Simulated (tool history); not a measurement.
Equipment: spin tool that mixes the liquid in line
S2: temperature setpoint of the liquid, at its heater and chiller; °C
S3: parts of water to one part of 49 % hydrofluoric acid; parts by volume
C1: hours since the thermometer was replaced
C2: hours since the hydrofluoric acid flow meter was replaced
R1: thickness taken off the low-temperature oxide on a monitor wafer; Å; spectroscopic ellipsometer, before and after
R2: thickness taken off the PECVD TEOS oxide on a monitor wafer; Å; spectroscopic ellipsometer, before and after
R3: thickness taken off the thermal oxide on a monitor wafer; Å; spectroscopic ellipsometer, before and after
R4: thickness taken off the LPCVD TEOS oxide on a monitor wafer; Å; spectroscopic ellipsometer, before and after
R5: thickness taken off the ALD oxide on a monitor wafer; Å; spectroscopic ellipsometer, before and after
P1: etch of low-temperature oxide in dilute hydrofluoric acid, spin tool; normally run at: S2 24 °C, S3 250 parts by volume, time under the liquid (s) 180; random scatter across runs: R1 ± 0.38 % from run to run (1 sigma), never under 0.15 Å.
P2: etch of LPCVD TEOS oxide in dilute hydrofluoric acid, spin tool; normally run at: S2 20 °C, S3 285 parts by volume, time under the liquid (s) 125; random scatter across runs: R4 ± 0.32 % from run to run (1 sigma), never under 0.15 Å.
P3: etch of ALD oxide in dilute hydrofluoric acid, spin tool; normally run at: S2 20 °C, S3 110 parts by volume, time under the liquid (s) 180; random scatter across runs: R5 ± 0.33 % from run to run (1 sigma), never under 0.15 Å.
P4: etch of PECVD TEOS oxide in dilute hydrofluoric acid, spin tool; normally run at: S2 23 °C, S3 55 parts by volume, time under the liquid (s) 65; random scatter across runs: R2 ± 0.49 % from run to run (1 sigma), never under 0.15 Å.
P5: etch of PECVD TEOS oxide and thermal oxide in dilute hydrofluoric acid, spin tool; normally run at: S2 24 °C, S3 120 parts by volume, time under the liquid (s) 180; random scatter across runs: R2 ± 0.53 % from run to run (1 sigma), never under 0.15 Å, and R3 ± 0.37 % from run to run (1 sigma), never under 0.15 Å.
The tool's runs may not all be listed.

{"run": 1, "hour": 16.6, "process that ran": "P1", "S2": 24, "S3": 250, "time under the liquid (s)": 180, "C1": 580.3, "C2": 512.3, "R1": 177.37}
{"run": 2, "hour": 31.2, "process that ran": "P5", "S2": 24, "S3": 120, "time under the liquid (s)": 180, "C1": 594.9, "C2": 526.9, "R2": 289.87, "R3": 65.504}
{"run": 3, "hour": 42.5, "process that ran": "P2", "S2": 20, "S3": 80, "time under the liquid (s)": 125, "C1": 606.2, "C2": 538.2, "R4": 413.88}
{"run": 4, "hour": 60.7, "process that ran": "P5", "S2": 31, "S3": 120, "time under the liquid (s)": 180, "C1": 624.4, "C2": 556.4, "R2": 377.5, "R3": 86.144}
{"run": 5, "hour": 73.1, "process that ran": "P3", "S2": 20, "S3": 110, "time under the liquid (s)": 335, "C1": 636.8, "C2": 568.8, "R5": 258.07}
{"run": 6, "hour": 83.1, "process that ran": "P4", "S2": 23, "S3": 20, "time under the liquid (s)": 65, "C1": 646.8, "C2": 578.8, "R2": 556.61}
{"run": 7, "hour": 100.0, "process that ran": "P4", "S2": 23, "S3": 55, "time under the liquid (s)": 35, "C1": 663.7, "C2": 595.7, "R2": 102.7}
{"run": 8, "hour": 114.5, "process that ran": "P3", "S2": 20, "S3": 110, "time under the liquid (s)": 180, "C1": 678.2, "C2": 610.2, "R5": 139.36}
{"run": 9, "hour": 131.0, "process that ran": "P4", "S2": 17, "S3": 55, "time under the liquid (s)": 65, "C1": 694.7, "C2": 626.7, "R2": 148.3}
{"run": 10, "hour": 139.5, "process that ran": "P1", "S2": 31.5, "S3": 345, "time under the liquid (s)": 180, "C1": 703.2, "C2": 635.2, "R1": 149.63}
{"run": 11, "hour": 154.3, "process that ran": "P5", "S2": 24, "S3": 120, "time under the liquid (s)": 180, "C1": 718, "C2": 650, "R2": 291.39, "R3": 65.852}
{"run": 12, "hour": 170.6, "process that ran": "P3", "S2": 20, "S3": 195, "time under the liquid (s)": 180, "C1": 734.3, "C2": 666.3, "R5": 72.066}
{"run": 13, "hour": 188.5, "process that ran": "P1", "S2": 20.5, "S3": 250, "time under the liquid (s)": 30, "C1": 752.2, "C2": 684.2, "R1": 25.807}
{"run": 14, "hour": 204.6, "process that ran": "P1", "S2": 29.5, "S3": 250, "time under the liquid (s)": 180, "C1": 768.3, "C2": 700.3, "R1": 214.53}
{"run": 15, "hour": 214.2, "process that ran": "P5", "S2": 24, "S3": 180, "time under the liquid (s)": 180, "C1": 777.9, "C2": 709.9, "R2": 181.88, "R3": 41.235}
{"run": 16, "hour": 222.9, "process that ran": "P2", "S2": 20, "S3": 285, "time under the liquid (s)": 200, "C1": 786.6, "C2": 718.6, "R4": 151.12}
{"run": 17, "hour": 239.9, "process that ran": "P1", "S2": 24, "S3": 250, "time under the liquid (s)": 180, "C1": 803.6, "C2": 735.6, "R1": 176.16}
{"run": 18, "hour": 248.6, "process that ran": "P3", "S2": 26.5, "S3": 110, "time under the liquid (s)": 180, "C1": 812.3, "C2": 744.3, "R5": 179.33}
{"run": 19, "hour": 257.7, "process that ran": "P5", "S2": 24, "S3": 120, "time under the liquid (s)": 100, "C1": 821.4, "C2": 753.4, "R2": 161.5, "R3": 36.616}
{"run": 20, "hour": 270.6, "process that ran": "P3", "S2": 20, "S3": 110, "time under the liquid (s)": 180, "C1": 834.3, "C2": 766.3, "R5": 139.4}
{"run": 21, "hour": 287.2, "process that ran": "P1", "S2": 24, "S3": 85, "time under the liquid (s)": 180, "C1": 850.9, "C2": 782.9, "R1": 626.98}
{"run": 22, "hour": 302.5, "process that ran": "P4", "S2": 23, "S3": 55, "time under the liquid (s)": 65, "C1": 866.2, "C2": 798.2, "R2": 190.78}
{"run": 23, "hour": 314.2, "process that ran": "P1", "S2": 20, "S3": 250, "time under the liquid (s)": 180, "C1": 877.9, "C2": 809.9, "R1": 152.61}
{"run": 24, "hour": 329.6, "process that ran": "P1", "S2": 24, "S3": 250, "time under the liquid (s)": 180, "C1": 893.3, "C2": 825.3, "R1": 176.58}
{"run": 25, "hour": 338.0, "process that ran": "P1", "S2": 24, "S3": 250, "time under the liquid (s)": 180, "C1": 901.7, "C2": 833.7, "R1": 175.61}
{"run": 26, "hour": 352.4, "process that ran": "P1", "S2": 24, "S3": 345, "time under the liquid (s)": 180, "C1": 916.1, "C2": 848.1, "R1": 116.97}
{"run": 27, "hour": 363.1, "process that ran": "P1", "S2": 24, "S3": 250, "time under the liquid (s)": 180, "C1": 926.8, "C2": 858.8, "R1": 177.54}
{"run": 28, "hour": 371.2, "process that ran": "P2", "S2": 20, "S3": 285, "time under the liquid (s)": 125, "C1": 934.9, "C2": 866.9, "R4": 94.258}
{"run": 29, "hour": 386.8, "process that ran": "P2", "S2": 17, "S3": 285, "time under the liquid (s)": 125, "C1": 950.5, "C2": 882.5, "R4": 84.07}
{"run": 30, "hour": 404.3, "process that ran": "P1", "S2": 24, "S3": 250, "time under the liquid (s)": 270, "C1": 968, "C2": 900, "R1": 263.9}
{"run": 31, "hour": 417.9, "process that ran": "P1", "S2": 24, "S3": 250, "time under the liquid (s)": 15, "C1": 981.6, "C2": 913.6, "R1": 14.722}
{"run": 32, "hour": 432.7, "process that ran": "P2", "S2": 20, "S3": 285, "time under the liquid (s)": 125, "C1": 996.4, "C2": 928.4, "R4": 94.414}
{"run": 33, "hour": 450.3, "process that ran": "P1", "S2": 24, "S3": 250, "time under the liquid (s)": 180, "C1": 1014, "C2": 946, "R1": 176.94}
{"run": 34, "hour": 466.6, "process that ran": "P1", "S2": 24, "S3": 250, "time under the liquid (s)": 180, "C1": 1030.3, "C2": 962.3, "R1": 184.73}
{"run": 35, "hour": 479.0, "process that ran": "P1", "S2": 24, "S3": 250, "time under the liquid (s)": 180, "C1": 1042.7, "C2": 974.7, "R1": 188.23}
{"run": 36, "hour": 488.3, "process that ran": "P1", "S2": 24, "S3": 250, "time under the liquid (s)": 180, "C1": 1052, "C2": 984, "R1": 189.81}
{"run": 37, "hour": 502.9, "process that ran": "P1", "S2": 24, "S3": 250, "time under the liquid (s)": 180, "C1": 1066.6, "C2": 998.6, "R1": 191.45}
{"run": 38, "hour": 512.4, "process that ran": "P1", "S2": 24, "S3": 250, "time under the liquid (s)": 180, "C1": 1076.1, "C2": 1008.1, "R1": 191.69}
{"run": 39, "hour": 522.3, "process that ran": "P1", "S2": 24, "S3": 250, "time under the liquid (s)": 180, "C1": 1086, "C2": 1018, "R1": 191.04}
{"run": 40, "hour": 530.7, "process that ran": "P1", "S2": 24, "S3": 250, "time under the liquid (s)": 180, "C1": 1094.4, "C2": 1026.4, "R1": 191.61}
{"run": 41, "hour": 539.9, "process that ran": "P1", "S2": 24, "S3": 250, "time under the liquid (s)": 180, "C1": 1103.6, "C2": 1035.6, "R1": 193.33}

Something has made what P1 gives creep away from where it was; the 2 causes below, each at its own stated size, fit the log equally well:
A: hydrofluoric acid flow above the setpoint (%) = 7.07
B: liquid hotter than its thermometer reads (K) = 2.42
The gradual shift began around hour 450.3.

Of the 4 check runs listed below, each run on one wafer and each result written as a question mark, which would let you distinguish the listed causes because they would give clearly different results?
{"run": "check 1", "hour": 549.1, "process that ran": "P2", "S2": 17, "S3": 285, "time under the liquid (s)": 125, "R4": "?"}
{"run": "check 2", "hour": 549.1, "process that ran": "P4", "S2": 17, "S3": 25, "time under the liquid (s)": 65, "R2": "?"}
{"run": "check 3", "hour": 549.1, "process that ran": "P5", "S2": 24, "S3": 170, "time under the liquid (s)": 180, "R2": "?", "R3": "?"}
{"run": "check 4", "hour": 549.1, "process that ran": "P3", "S2": 25.5, "S3": 190, "time under the liquid (s)": 180, "R5": "?"}

Outcome of each check run for each possible cause:
check=check_1 result=R4 if_A=91.887 if_B=92.502
check=check_2 result=R2 if_A=362.97 if_B=376.28
check=check_3 result=R2 if_A=211.03 if_B=212.97
check=check_3 result=R3 if_A=47.591 if_B=48.028
check=check_4 result=R5 if_A=98.987 if_B=99.468
How far apart the two closest causes lie, in the result that separates them most: check 1 0.67 %; check 2 3.6 %; check 3 0.92 %; check 4 0.48 %
Of the check runs offered, only check 2 discriminates between the causes; the rest would read about the same regardless of which cause applies.

Check 2 was carried out, with these results: R2 378.94 Å. Which of the listed causes is responsible?

It is B: liquid hotter than its thermometer reads (K).
